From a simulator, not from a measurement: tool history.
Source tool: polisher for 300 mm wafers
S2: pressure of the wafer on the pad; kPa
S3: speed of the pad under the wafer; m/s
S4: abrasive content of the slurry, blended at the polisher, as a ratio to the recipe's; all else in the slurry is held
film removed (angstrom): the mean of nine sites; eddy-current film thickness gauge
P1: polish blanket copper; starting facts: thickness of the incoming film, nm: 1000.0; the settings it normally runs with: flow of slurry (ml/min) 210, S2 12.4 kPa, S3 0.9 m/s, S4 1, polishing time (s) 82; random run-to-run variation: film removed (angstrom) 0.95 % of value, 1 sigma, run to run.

Run 1, hour 10.6: flow of slurry (ml/min) 210, S2 12.4 kPa, S3 0.9 m/s, S4 1, polishing time (s) 82. Result: film removed (angstrom) 1108.2.
Run 2, hour 22.4: flow of slurry (ml/min) 325, S2 12.4 kPa, S3 0.9 m/s, S4 1, polishing time (s) 82. Result: film removed (angstrom) 1173.8.
Run 3, hour 30.1: flow of slurry (ml/min) 210, S2 15.9 kPa, S3 0.9 m/s, S4 1, polishing time (s) 47. Result: film removed (angstrom) 816.12.
Run 4, hour 39.4: flow of slurry (ml/min) 210, S2 12.4 kPa, S3 1.34 m/s, S4 1, polishing time (s) 82. Result: film removed (angstrom) 1674.5.
Run 5, hour 45.4: flow of slurry (ml/min) 210, S2 12.4 kPa, S3 0.9 m/s, S4 1, polishing time (s) 82. Result: film removed (angstrom) 1111.5.
Run 6, hour 53.2: flow of slurry (ml/min) 210, S2 12.4 kPa, S3 0.9 m/s, S4 1, polishing time (s) 82. Result: film removed (angstrom) 1139.7.
Run 7, hour 63.6: flow of slurry (ml/min) 210, S2 12.4 kPa, S3 0.9 m/s, S4 0.7, polishing time (s) 82. Result: film removed (angstrom) 1038.3.
Run 8, hour 70.3: flow of slurry (ml/min) 210, S2 12.4 kPa, S3 0.9 m/s, S4 1.5, polishing time (s) 82. Result: film removed (angstrom) 1221.4.
Run 9, hour 82.2: flow of slurry (ml/min) 210, S2 6.2 kPa, S3 0.9 m/s, S4 1, polishing time (s) 82. Result: film removed (angstrom) 555.69.
Run 10, hour 92: flow of slurry (ml/min) 210, S2 12.4 kPa, S3 0.9 m/s, S4 1, polishing time (s) 82. Result: film removed (angstrom) 1118.4.
At hour 94.7: slurry blender recalibrated.
Run 11, hour 101.7: flow of slurry (ml/min) 210, S2 12.4 kPa, S3 0.9 m/s, S4 1, polishing time (s) 82. Result: film removed (angstrom) 1124.3.
Run 12, hour 109.7: flow of slurry (ml/min) 210, S2 12.4 kPa, S3 0.4 m/s, S4 1, polishing time (s) 82. Result: film removed (angstrom) 499.86.
Run 13, hour 118.9: flow of slurry (ml/min) 210, S2 12.4 kPa, S3 0.9 m/s, S4 1, polishing time (s) 57. Result: film removed (angstrom) 793.93.
Run 14, hour 125.1: flow of slurry (ml/min) 125, S2 12.4 kPa, S3 0.9 m/s, S4 1, polishing time (s) 82. Result: film removed (angstrom) 1044.4.
Run 15, hour 133.2: flow of slurry (ml/min) 210, S2 12.4 kPa, S3 0.9 m/s, S4 1, polishing time (s) 82. Result: film removed (angstrom) 1120.5.
Run 16, hour 140: flow of slurry (ml/min) 210, S2 12.4 kPa, S3 0.9 m/s, S4 1, polishing time (s) 125. Result: film removed (angstrom) 1710.7.
Run 17, hour 148.9: flow of slurry (ml/min) 210, S2 15.9 kPa, S3 0.9 m/s, S4 1, polishing time (s) 82. Result: film removed (angstrom) 1439.
Run 18, hour 158.2: flow of slurry (ml/min) 210, S2 6.9 kPa, S3 0.9 m/s, S4 1.3, polishing time (s) 82. Result: film removed (angstrom) 664.29.
Run 19, hour 164.8: flow of slurry (ml/min) 210, S2 12.4 kPa, S3 0.9 m/s, S4 1, polishing time (s) 82. Result: film removed (angstrom) 1118.6.
Run 20, hour 175.3: flow of slurry (ml/min) 210, S2 12.4 kPa, S3 0.9 m/s, S4 1, polishing time (s) 82. Result: film removed (angstrom) 1114.7.
Run 21, hour 183.3: flow of slurry (ml/min) 210, S2 12.4 kPa, S3 0.9 m/s, S4 1, polishing time (s) 82. Result: film removed (angstrom) 1112.
Run 22, hour 192.9: flow of slurry (ml/min) 210, S2 12.4 kPa, S3 0.9 m/s, S4 1, polishing time (s) 82. Result: film removed (angstrom) 1077.2.
Run 23, hour 204.5: flow of slurry (ml/min) 210, S2 12.4 kPa, S3 0.9 m/s, S4 1, polishing time (s) 82. Result: film removed (angstrom) 1100.7.
Run 24, hour 214.7: flow of slurry (ml/min) 210, S2 12.4 kPa, S3 0.9 m/s, S4 1, polishing time (s) 82. Result: film removed (angstrom) 1062.1.

Forecast run 25:
Run 25, hour 221.5: flow of slurry (ml/min) 210, S2 12.4 kPa, S3 0.9 m/s, S4 1, polishing time (s) 82. Result: film removed (angstrom) ?.

Run 25 gave film removed (angstrom) 1081.3.
